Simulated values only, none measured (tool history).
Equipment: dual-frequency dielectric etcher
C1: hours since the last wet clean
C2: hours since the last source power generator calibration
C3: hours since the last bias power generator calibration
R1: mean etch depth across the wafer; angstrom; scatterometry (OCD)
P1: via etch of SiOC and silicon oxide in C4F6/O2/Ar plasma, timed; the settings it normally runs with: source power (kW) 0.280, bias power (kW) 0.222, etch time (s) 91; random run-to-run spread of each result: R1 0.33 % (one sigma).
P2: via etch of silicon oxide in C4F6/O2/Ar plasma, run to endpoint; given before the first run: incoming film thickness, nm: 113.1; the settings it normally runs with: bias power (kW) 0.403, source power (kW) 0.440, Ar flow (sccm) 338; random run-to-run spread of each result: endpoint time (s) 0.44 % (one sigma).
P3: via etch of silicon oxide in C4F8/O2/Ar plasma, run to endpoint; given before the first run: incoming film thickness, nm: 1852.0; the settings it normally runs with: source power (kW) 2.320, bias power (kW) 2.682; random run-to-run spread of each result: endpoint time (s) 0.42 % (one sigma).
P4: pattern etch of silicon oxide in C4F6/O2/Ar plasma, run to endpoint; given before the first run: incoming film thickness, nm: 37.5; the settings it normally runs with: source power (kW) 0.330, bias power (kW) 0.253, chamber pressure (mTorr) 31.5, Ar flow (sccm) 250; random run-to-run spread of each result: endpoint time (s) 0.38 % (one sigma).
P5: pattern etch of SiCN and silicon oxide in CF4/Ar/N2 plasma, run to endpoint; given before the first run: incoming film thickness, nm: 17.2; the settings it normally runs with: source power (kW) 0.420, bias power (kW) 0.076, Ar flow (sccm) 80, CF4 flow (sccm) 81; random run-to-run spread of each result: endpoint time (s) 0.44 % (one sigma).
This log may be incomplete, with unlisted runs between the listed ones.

Run 1, hour 13.1: process that ran P1, source power (kW) 0.280, bias power (kW) 0.222, etch time (s) 91; C1 149.0; C2 2921.7; C3 2648.8. Result: R1 977.05 angstrom.
Run 2, hour 21.6: process that ran P4, source power (kW) 0.330, bias power (kW) 0.253, chamber pressure (mTorr) 40.5, Ar flow (sccm) 250; C1 157.5; C2 2930.2; C3 2657.3. Result: endpoint time (s) 11.773.
Run 3, hour 31.2: process that ran P3, source power (kW) 2.320, bias power (kW) 1.772; C1 167.1; C2 2939.8; C3 2666.9. Result: endpoint time (s) 346.020.
Run 4, hour 39.9: process that ran P1, source power (kW) 0.280, bias power (kW) 0.222, etch time (s) 91; C1 175.8; C2 2948.5; C3 2675.6. Result: R1 981.03 angstrom.
Run 5, hour 48.4: process that ran P5, source power (kW) 0.420, bias power (kW) 0.076, Ar flow (sccm) 80, CF4 flow (sccm) 105; C1 184.3; C2 2957.0; C3 2684.1. Result: endpoint time (s) 19.508.
Run 6, hour 59.5: process that ran P2, source power (kW) 0.440, bias power (kW) 0.403, Ar flow (sccm) 338; C1 195.4; C2 2968.1; C3 2695.2. Result: endpoint time (s) 26.777.
Run 7, hour 69.7: process that ran P3, source power (kW) 2.320, bias power (kW) 2.682; C1 205.6; C2 2978.3; C3 2705.4. Result: endpoint time (s) 310.510.
Run 8, hour 84.6: process that ran P1, source power (kW) 0.190, bias power (kW) 0.222, etch time (s) 91; C1 220.5; C2 2993.2; C3 2720.3. Result: R1 848.22 angstrom.
Run 9, hour 96.1: process that ran P2, source power (kW) 0.440, bias power (kW) 0.556, Ar flow (sccm) 338; C1 232.0; C2 3004.7; C3 2731.8. Result: endpoint time (s) 23.633.
Run 10, hour 110.9: process that ran P3, source power (kW) 1.710, bias power (kW) 2.682; C1 246.8; C2 3019.5; C3 2746.6. Result: endpoint time (s) 347.900.
Run 11, hour 122.7: process that ran P4, source power (kW) 0.330, bias power (kW) 0.253, chamber pressure (mTorr) 31.5, Ar flow (sccm) 338; C1 258.6; C2 3031.3; C3 2758.4. Result: endpoint time (s) 11.787.
At hour 132.4: bias power generator calibrated.
Run 12, hour 134.4: process that ran P1, source power (kW) 0.280, bias power (kW) 0.222, etch time (s) 91; C1 270.3; C2 3043.0; C3 2.0. Result: R1 977.93 angstrom.
Run 13, hour 147.3: process that ran P1, source power (kW) 0.390, bias power (kW) 0.222, etch time (s) 91; C1 283.2; C2 3055.9; C3 14.9. Result: R1 1113.20 angstrom.
Run 14, hour 157.8: process that ran P2, source power (kW) 0.440, bias power (kW) 0.403, Ar flow (sccm) 338; C1 293.7; C2 3066.4; C3 25.4. Result: endpoint time (s) 26.716.
Run 15, hour 166.5: process that ran P1, source power (kW) 0.280, bias power (kW) 0.222, etch time (s) 91; C1 302.4; C2 3075.1; C3 34.1. Result: R1 977.94 angstrom.
Run 16, hour 181.8: process that ran P1, source power (kW) 0.280, bias power (kW) 0.165, etch time (s) 128; C1 317.7; C2 3090.4; C3 49.4. Result: R1 1240.80 angstrom.
Run 17, hour 197.4: process that ran P1, source power (kW) 0.280, bias power (kW) 0.156, etch time (s) 91; C1 333.3; C2 3106.0; C3 65.0. Result: R1 872.90 angstrom.
Run 18, hour 210.9: process that ran P5, source power (kW) 0.420, bias power (kW) 0.076, Ar flow (sccm) 80, CF4 flow (sccm) 81; C1 346.8; C2 3119.5; C3 78.5. Result: endpoint time (s) 20.151.
Run 19, hour 221.5: process that ran P1, source power (kW) 0.280, bias power (kW) 0.222, etch time (s) 59; C1 357.4; C2 3130.1; C3 89.1. Result: R1 636.28 angstrom.
Run 20, hour 234.7: process that ran P5, source power (kW) 0.420, bias power (kW) 0.094, Ar flow (sccm) 80, CF4 flow (sccm) 81; C1 370.6; C2 3143.3; C3 102.3. Result: endpoint time (s) 18.644.
Run 21, hour 243.6: process that ran P2, source power (kW) 0.440, bias power (kW) 0.403, Ar flow (sccm) 449; C1 379.5; C2 3152.2; C3 111.2. Result: endpoint time (s) 27.587.
Run 22, hour 253.3: process that ran P1, source power (kW) 0.280, bias power (kW) 0.283, etch time (s) 91; C1 389.2; C2 3161.9; C3 120.9. Result: R1 1069.70 angstrom.
Run 23, hour 264.3: process that ran P1, source power (kW) 0.280, bias power (kW) 0.181, etch time (s) 71; C1 400.2; C2 3172.9; C3 131.9. Result: R1 718.91 angstrom.
Run 24, hour 274.2: process that ran P1, source power (kW) 0.280, bias power (kW) 0.222, etch time (s) 91; C1 410.1; C2 3182.8; C3 141.8. Result: R1 981.98 angstrom.
Run 25, hour 289.9: process that ran P4, source power (kW) 0.330, bias power (kW) 0.148, chamber pressure (mTorr) 31.5, Ar flow (sccm) 250; C1 425.8; C2 3198.5; C3 157.5. Result: endpoint time (s) 13.651.
Run 26, hour 300.4: process that ran P1, source power (kW) 0.280, bias power (kW) 0.222, etch time (s) 113; C1 436.3; C2 3209.0; C3 168.0. Result: R1 1209.00 angstrom.
Run 27, hour 310.6: process that ran P4, source power (kW) 0.330, bias power (kW) 0.253, chamber pressure (mTorr) 31.5, Ar flow (sccm) 250; C1 446.5; C2 3219.2; C3 178.2. Result: endpoint time (s) 11.377.
Run 28, hour 320.7: process that ran P1, source power (kW) 0.280, bias power (kW) 0.222, etch time (s) 91; C1 456.6; C2 3229.3; C3 188.3. Result: R1 984.90 angstrom.
Run 29, hour 334.2: process that ran P2, source power (kW) 0.540, bias power (kW) 0.403, Ar flow (sccm) 338; C1 470.1; C2 3242.8; C3 201.8. Result: endpoint time (s) 24.760.
Run 30, hour 343.6: process that ran P4, source power (kW) 0.410, bias power (kW) 0.253, chamber pressure (mTorr) 31.5, Ar flow (sccm) 250; C1 479.5; C2 3252.2; C3 211.2. Result: endpoint time (s) 10.533.
Run 31, hour 357.0: process that ran P3, source power (kW) 2.320, bias power (kW) 2.682; C1 492.9; C2 3265.6; C3 224.6. Result: endpoint time (s) 306.390.
Run 32, hour 371.9: process that ran P5, source power (kW) 0.340, bias power (kW) 0.076, Ar flow (sccm) 80, CF4 flow (sccm) 81; C1 507.8; C2 3280.5; C3 239.5. Result: endpoint time (s) 24.224.
Run 33, hour 385.5: process that ran P5, source power (kW) 0.420, bias power (kW) 0.076, Ar flow (sccm) 54, CF4 flow (sccm) 81; C1 521.4; C2 3294.1; C3 253.1. Result: endpoint time (s) 19.357.
Run 34, hour 397.9: process that ran P1, source power (kW) 0.280, bias power (kW) 0.222, etch time (s) 91; C1 533.8; C2 3306.5; C3 265.5. Result: R1 980.02 angstrom.
Run 35, hour 411.7: process that ran P1, source power (kW) 0.280, bias power (kW) 0.222, etch time (s) 91; C1 547.6; C2 3320.3; C3 279.3. Result: R1 994.17 angstrom.
Run 36, hour 419.7: process that ran P1, source power (kW) 0.280, bias power (kW) 0.222, etch time (s) 91; C1 555.6; C2 3328.3; C3 287.3. Result: R1 986.85 angstrom.
Run 37, hour 434.7: process that ran P1, source power (kW) 0.280, bias power (kW) 0.222, etch time (s) 91; C1 570.6; C2 3343.3; C3 302.3. Result: R1 990.71 angstrom.
Run 38, hour 449.3: process that ran P1, source power (kW) 0.280, bias power (kW) 0.222, etch time (s) 91; C1 585.2; C2 3357.9; C3 316.9. Result: R1 992.71 angstrom.
Run 39, hour 458.0: process that ran P1, source power (kW) 0.280, bias power (kW) 0.222, etch time (s) 91; C1 593.9; C2 3366.6; C3 325.6. Result: R1 992.80 angstrom.
At hour 466.7: wet clean of the chamber.
Run 40, hour 467.1: process that ran P1, source power (kW) 0.280, bias power (kW) 0.222, etch time (s) 91; C1 0.4; C2 3375.7; C3 334.7. Result: R1 999.75 angstrom.
Run 41, hour 482.9: process that ran P1, source power (kW) 0.280, bias power (kW) 0.222, etch time (s) 91; C1 16.2; C2 3391.5; C3 350.5. Result: R1 994.20 angstrom.
Run 42, hour 489.8: process that ran P1, source power (kW) 0.280, bias power (kW) 0.222, etch time (s) 91; C1 23.1; C2 3398.4; C3 357.4. Result: R1 998.77 angstrom.

P1 has crept away from where it was. The log is fitted equally well by each of these 2 causes, at the sizes shown:
A: source power that arrives over what is set, % = 4.38
B: bias power that arrives over what is set, % = 4.84
The gradual shift began around hour 397.9.
All other causes, with the reason each is excluded:
chamber walls in a state that raises the etch rate, %: work on it at hour 466.7, done after the drift set in, did not restore what the process gave before

Of the 4 check runs below, each run on 2 wafers with the results averaged and each result still a question mark, which one would tell the listed causes apart?
Run check 1, hour 496.7: process that ran P4, source power (kW) 0.330, bias power (kW) 0.253, chamber pressure (mTorr) 31.5, Ar flow (sccm) 250. Result: endpoint time (s) ?.
Run check 2, hour 496.7: process that ran P3, source power (kW) 2.320, bias power (kW) 2.682. Result: endpoint time (s) ?.
Run check 3, hour 496.7: process that ran P5, source power (kW) 0.420, bias power (kW) 0.076, Ar flow (sccm) 80, CF4 flow (sccm) 81. Result: endpoint time (s) ?.
Run check 4, hour 496.7: process that ran P2, source power (kW) 0.440, bias power (kW) 0.403, Ar flow (sccm) 338. Result: endpoint time (s) ?.

What each check would give under each cause:
  check             result     if A     if B
check 1  endpoint time (s)   11.236   11.236
check 2  endpoint time (s)  301.650  302.430
check 3  endpoint time (s)   19.328   19.768
check 4  endpoint time (s)   26.256   26.228
Per check, the gap between the least separated pair of causes, taken in the result that splits them most: check 1 0.01 %; check 2 0.26 %; check 3 2.25 %; check 4 0.11 %
Check 3 distinguishes between the causes, while the remaining checks would return nearly the same result for all of them.

With check 3 done, the readings were: endpoint time (s) 19.799. Identify which of the listed causes applies.

It was cause B: bias power that arrives over what is set, %.
